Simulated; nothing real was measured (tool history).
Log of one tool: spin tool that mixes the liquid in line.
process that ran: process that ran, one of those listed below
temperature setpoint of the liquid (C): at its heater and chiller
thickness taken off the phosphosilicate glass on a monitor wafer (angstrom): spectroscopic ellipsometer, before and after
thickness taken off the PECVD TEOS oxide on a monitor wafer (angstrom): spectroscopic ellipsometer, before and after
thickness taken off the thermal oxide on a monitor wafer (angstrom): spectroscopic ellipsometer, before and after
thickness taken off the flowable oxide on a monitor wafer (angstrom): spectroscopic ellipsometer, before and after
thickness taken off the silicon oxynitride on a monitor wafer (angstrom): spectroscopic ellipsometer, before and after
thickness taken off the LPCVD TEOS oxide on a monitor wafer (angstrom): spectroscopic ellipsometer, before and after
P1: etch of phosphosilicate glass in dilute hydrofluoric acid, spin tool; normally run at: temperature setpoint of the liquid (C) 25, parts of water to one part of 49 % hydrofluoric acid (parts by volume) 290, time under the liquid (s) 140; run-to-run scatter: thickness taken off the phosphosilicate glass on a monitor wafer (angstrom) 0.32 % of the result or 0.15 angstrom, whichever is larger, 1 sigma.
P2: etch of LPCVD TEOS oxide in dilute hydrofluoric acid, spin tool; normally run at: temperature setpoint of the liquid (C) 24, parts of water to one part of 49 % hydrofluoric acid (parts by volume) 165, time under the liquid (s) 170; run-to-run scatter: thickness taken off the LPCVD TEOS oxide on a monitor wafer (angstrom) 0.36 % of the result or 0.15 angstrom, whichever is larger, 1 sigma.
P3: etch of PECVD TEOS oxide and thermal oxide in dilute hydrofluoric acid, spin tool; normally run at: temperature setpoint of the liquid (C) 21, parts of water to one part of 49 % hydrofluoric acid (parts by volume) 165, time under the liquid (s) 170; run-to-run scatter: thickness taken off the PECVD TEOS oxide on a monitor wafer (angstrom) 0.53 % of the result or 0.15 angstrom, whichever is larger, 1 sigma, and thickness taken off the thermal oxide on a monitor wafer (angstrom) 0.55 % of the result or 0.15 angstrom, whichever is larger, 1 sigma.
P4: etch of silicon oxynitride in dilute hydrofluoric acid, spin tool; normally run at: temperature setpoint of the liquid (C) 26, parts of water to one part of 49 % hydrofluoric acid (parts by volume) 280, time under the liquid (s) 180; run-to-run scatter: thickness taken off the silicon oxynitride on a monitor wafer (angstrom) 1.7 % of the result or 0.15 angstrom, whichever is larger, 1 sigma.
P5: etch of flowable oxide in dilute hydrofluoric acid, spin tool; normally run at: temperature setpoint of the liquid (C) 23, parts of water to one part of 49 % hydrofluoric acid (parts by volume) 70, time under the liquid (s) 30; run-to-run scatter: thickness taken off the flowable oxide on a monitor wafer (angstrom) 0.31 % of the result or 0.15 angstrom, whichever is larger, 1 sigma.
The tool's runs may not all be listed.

run	day	process that ran	temperature setpoint of the liquid (C)	parts of water to one part of 49 % hydrofluoric acid (parts by volume)	time under the liquid (s)	hours since the thermometer was replaced	hours since the hydrofluoric acid flow meter was replaced	thickness taken off the phosphosilicate glass on a monitor wafer (angstrom)	thickness taken off the PECVD TEOS oxide on a monitor wafer (angstrom)	thickness taken off the thermal oxide on a monitor wafer (angstrom)	thickness taken off the flowable oxide on a monitor wafer (angstrom)	thickness taken off the silicon oxynitride on a monitor wafer (angstrom)	thickness taken off the LPCVD TEOS oxide on a monitor wafer (angstrom)
1	0.262	P1	25	290	140	626.8	301.2	442.28					
2	0.392	P3	21	285	170	629.9	304.3		65.822	21.872			
3	0.567	P5	23	20	30	634.1	308.5				435.01		
4	0.854	P1	33	290	140	641	315.4	578.29					
# day 0.975: thermometer replaced
5	0.988	P1	25	405	60	0.4	318.6	123.04					
6	1.204	P4	26	280	15	5.6	323.8					1.3217	
7	1.425	P2	24	165	30	10.9	329.1						73.582
8	1.704	P2	29.5	165	170	17.6	335.8						512.71
9	1.833	P1	25	290	260	20.7	338.9	823.01					
10	2.071	P2	24	165	170	26.4	344.6						419.5
11	2.312	P1	20	290	140	32.2	350.4	372.88					
12	2.5	P1	25	290	55	36.7	354.9	174.55					
13	2.792	P5	23	70	15	43.7	361.9				58.007		
14	3.075	P1	25	80	140	50.5	368.7	2040.1					
15	3.238	P3	21	165	30	54.4	372.6		22.412	7.4635			
16	3.475	P2	24	85	170	60.1	378.3						890.38
17	3.617	P2	24	165	170	63.5	381.7						418.5
18	3.775	P3	21	165	170	67.3	385.5		127.52	42.447			
19	4.012	P5	23	70	30	73	391.2				116.3		
20	4.271	P1	25	290	140	79.2	397.4	446.18					
21	4.488	P3	21	165	170	84.4	402.6		127.82	42.25			
22	4.75	P4	26	515	180	90.7	408.9					7.6183	
23	4.888	P5	17	70	30	94	412.2				90.56		
24	5.067	P1	25	415	140	98.3	416.5	276.07					
25	5.329	P4	34	280	180	104.6	422.8					21.587	
26	5.512	P4	26	280	180	109	427.2					16.555	
27	5.8	P3	29.5	165	170	115.9	434.1		173.9	57.411			
28	5.954	P1	25	290	140	119.6	437.8	448.06					
29	6.171	P1	18.5	290	255	124.8	443	641.95					
30	6.346	P1	19	155	140	129	447.2	762.37					
31	6.588	P5	23	70	30	134.8	453				116.24		
32	6.754	P1	25	290	140	138.8	457	446.83					
33	6.988	P1	25	290	140	144.4	462.6	442.94					
34	7.229	P1	25	290	140	150.2	468.4	433.82					
35	7.45	P1	25	290	140	155.5	473.7	422.83					
36	7.675	P1	25	290	140	160.9	479.1	422.11					
37	7.858	P1	25	290	140	165.3	483.5	419.59					
38	8.092	P1	25	290	140	170.9	489.1	414.58					
39	8.338	P1	25	290	140	176.8	495	416.38					
40	8.475	P1	25	290	140	180.1	498.3	418.1					
41	8.683	P1	25	290	140	185.1	503.3	416.77					

What P1 gives has crept away from where it was. These 2 causes fit the log equally well, each at the size given:
A: liquid colder than its thermometer reads (K) = 1.97
B: hydrofluoric acid flow below the setpoint (%) = 5.16
The creep began at about day 6.988.

4 check runs are offered, one wafer each, their results left as question marks. Which one tells the causes apart?
check 1	8.892	P3	27	215	170				?	?			
check 2	8.892	P4	26	500	50							?	
check 3	8.892	P5	18.5	40	30						?		
check 4	8.892	P2	27.5	165	170								?

What each check would give under each cause:
check	result	if A	if B
check 1	thickness taken off the PECVD TEOS oxide on a monitor wafer (angstrom)	107.35	107.82
check 1	thickness taken off the thermal oxide on a monitor wafer (angstrom)	35.601	35.757
check 2	thickness taken off the silicon oxynitride on a monitor wafer (angstrom)	1.9916	2.0037
check 3	thickness taken off the flowable oxide on a monitor wafer (angstrom)	160.5	165.43
check 4	thickness taken off the LPCVD TEOS oxide on a monitor wafer (angstrom)	444.27	448.18
How far apart the two closest causes lie, in the result that separates them most: check 1 0.44 %; check 2 0.6 %; check 3 3.03 %; check 4 0.88 %
Only check 3 tells the causes apart: in the others they would give nearly the same result.

Check 3 was then run and gave: thickness taken off the flowable oxide on a monitor wafer (angstrom) 164.19. Which cause is it?

It is B: hydrofluoric acid flow below the setpoint (%).
